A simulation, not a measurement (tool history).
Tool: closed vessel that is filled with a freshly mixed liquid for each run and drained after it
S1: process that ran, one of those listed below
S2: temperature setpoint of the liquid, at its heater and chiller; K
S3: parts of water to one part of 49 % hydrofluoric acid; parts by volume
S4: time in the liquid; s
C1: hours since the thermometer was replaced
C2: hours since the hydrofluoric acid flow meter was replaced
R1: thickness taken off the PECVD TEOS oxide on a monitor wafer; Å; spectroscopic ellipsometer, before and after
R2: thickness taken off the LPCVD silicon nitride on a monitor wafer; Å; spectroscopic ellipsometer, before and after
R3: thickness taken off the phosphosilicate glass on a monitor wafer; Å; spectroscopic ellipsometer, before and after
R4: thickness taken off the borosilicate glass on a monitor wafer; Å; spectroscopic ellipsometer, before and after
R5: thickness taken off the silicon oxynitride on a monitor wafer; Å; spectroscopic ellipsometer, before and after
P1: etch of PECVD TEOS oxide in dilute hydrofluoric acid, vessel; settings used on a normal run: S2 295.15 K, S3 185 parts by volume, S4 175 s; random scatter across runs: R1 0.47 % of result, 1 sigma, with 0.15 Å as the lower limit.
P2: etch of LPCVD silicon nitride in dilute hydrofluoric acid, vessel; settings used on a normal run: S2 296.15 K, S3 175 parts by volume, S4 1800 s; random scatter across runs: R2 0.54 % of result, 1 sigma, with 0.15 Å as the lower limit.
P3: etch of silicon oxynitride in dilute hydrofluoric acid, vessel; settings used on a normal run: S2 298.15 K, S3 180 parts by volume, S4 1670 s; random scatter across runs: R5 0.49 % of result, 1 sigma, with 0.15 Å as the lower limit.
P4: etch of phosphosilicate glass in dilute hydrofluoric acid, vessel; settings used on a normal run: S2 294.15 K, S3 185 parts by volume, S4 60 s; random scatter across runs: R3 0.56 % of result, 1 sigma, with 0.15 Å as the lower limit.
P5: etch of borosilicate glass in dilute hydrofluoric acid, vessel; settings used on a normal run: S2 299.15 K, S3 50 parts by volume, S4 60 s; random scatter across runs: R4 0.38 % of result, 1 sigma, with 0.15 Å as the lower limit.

run   hour  S1      S2   S3    S4     C1     C2      R1      R2      R3      R4      R5
  1     15  P1  295.15  185   175  611.8    690  67.602
  2     30  P2  296.15  175   525  626.8    705          13.356
  3   44.9  P1  300.15  185   175  641.7  719.9  81.742
  4     54  P4  294.15   35    60  650.8    729                  1786.9
  5     72  P5  299.15   50    60  668.8    747                          516.78
  6     87  P1  290.15   80   175  683.8    762  142.17
  7   96.8  P5  299.15   50    60  693.6  771.8                          519.17
  8    111  P4  294.15  185    60  707.8    786                  286.38
  9  125.6  P1  295.15  260   175  722.4  800.6  44.623
 10  139.1  P5  299.15   25    60  735.9  814.1                          1082.8
 11  154.5  P3  298.15  180  2620  751.3  829.5                                  448.09
 12  169.4  P2  300.15  175  1800  766.2  844.4          58.852
 13  181.2  P4  294.15  185    30    778  856.2                  142.53
 14  197.5  P3  293.65  180  1670  794.3  872.5                                  230.54
 15  214.1  P2  296.15  175  1800  810.9  889.1          45.996
 16  231.3  P1  295.15  185   175  828.1  906.3  68.217
 17  250.3  P1  299.65  125   175  847.1  925.3  126.87
 18  260.5  P1  295.15  185   175  857.3  935.5  67.577
 19  279.3  P1  295.15   65   175  876.1  954.3  220.66
 20  290.3  P1  295.15  185   265  887.1  965.3  102.49
 21  303.6  P3  298.15  285  1670  900.4  978.6                                  165.37

For run 22, what comes out?
 22  322.3  P1  295.15  185  95  919.1  997.3   ?

{"run 22": {"R1": 36.737}}

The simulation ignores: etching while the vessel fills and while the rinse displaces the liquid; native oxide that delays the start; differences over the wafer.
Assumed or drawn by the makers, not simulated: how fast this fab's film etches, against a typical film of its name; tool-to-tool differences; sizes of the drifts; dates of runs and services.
